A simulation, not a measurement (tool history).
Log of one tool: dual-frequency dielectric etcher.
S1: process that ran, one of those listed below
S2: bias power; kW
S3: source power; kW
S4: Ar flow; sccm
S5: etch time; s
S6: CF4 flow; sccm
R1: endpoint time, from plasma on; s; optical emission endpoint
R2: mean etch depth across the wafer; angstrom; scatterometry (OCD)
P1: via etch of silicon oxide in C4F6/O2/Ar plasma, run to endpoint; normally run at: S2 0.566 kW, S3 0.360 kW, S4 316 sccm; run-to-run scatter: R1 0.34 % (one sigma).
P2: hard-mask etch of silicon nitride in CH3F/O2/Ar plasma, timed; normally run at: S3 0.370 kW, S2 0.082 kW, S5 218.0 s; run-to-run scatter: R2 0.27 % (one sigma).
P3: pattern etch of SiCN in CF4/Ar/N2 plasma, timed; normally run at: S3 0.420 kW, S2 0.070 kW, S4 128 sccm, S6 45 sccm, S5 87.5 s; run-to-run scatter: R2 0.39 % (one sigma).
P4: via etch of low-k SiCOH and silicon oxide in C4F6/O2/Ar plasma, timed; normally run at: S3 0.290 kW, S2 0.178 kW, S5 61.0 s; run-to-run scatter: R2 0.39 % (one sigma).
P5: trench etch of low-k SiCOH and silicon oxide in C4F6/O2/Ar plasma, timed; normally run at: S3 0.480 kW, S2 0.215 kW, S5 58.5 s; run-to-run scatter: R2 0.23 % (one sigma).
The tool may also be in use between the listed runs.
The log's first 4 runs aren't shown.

run   hour  S1     S2     S3   S4     S5  S6      R1       R2
  5   53.3  P3  0.098  0.420  128   87.5  45           737.19
  6   61.8  P1  0.566  0.360  207             21.493
  7   72.9  P5  0.215  0.480        58.5              2157.80
  8   79.5  P1  0.566  0.360  316             22.576
  9   87.8  P3  0.070  0.280  128   87.5  45           458.87
 10   94.7  P3  0.070  0.420  128   51.0  45           378.90
 11  108.0  P3  0.070  0.420   99   87.5  45           672.12
 12  116.9  P3  0.070  0.420  128   87.5  63           687.33
 13  127.8  P4  0.178  0.190        61.0              1193.70
 14  136.3  P2  0.082  0.370       218.0              1535.30
 15  143.8  P2  0.082  0.370       218.0              1538.70
 16  154.2  P1  0.566  0.270  316             24.817
 17  163.7  P5  0.215  0.300        58.5              1794.70
 18  169.7  P3  0.070  0.420  128   87.5  45           650.53
 19  179.1  P4  0.178  0.290        61.0              1404.60
 20  187.5  P2  0.082  0.370       128.0               901.31
 21  197.8  P1  0.802  0.360  316             19.601
 22  206.4  P1  0.566  0.230  400             26.993
 23  215.3  P3  0.070  0.420  128   87.5  45           649.78
 24  227.9  P2  0.082  0.220       218.0              1271.80
 25  238.1  P1  0.566  0.470  316             20.332
 26  247.4  P2  0.063  0.370       218.0              1394.30
 27  258.2  P1  0.566  0.360  316             22.437
 28  267.7  P5  0.302  0.480        58.5              2425.50
 29  275.4  P1  0.566  0.360  316             22.496

Forecast run 30:
 30  285.0  P4  0.134  0.290      61.0           ?

{"run 30": {"R2": 1279.0}}
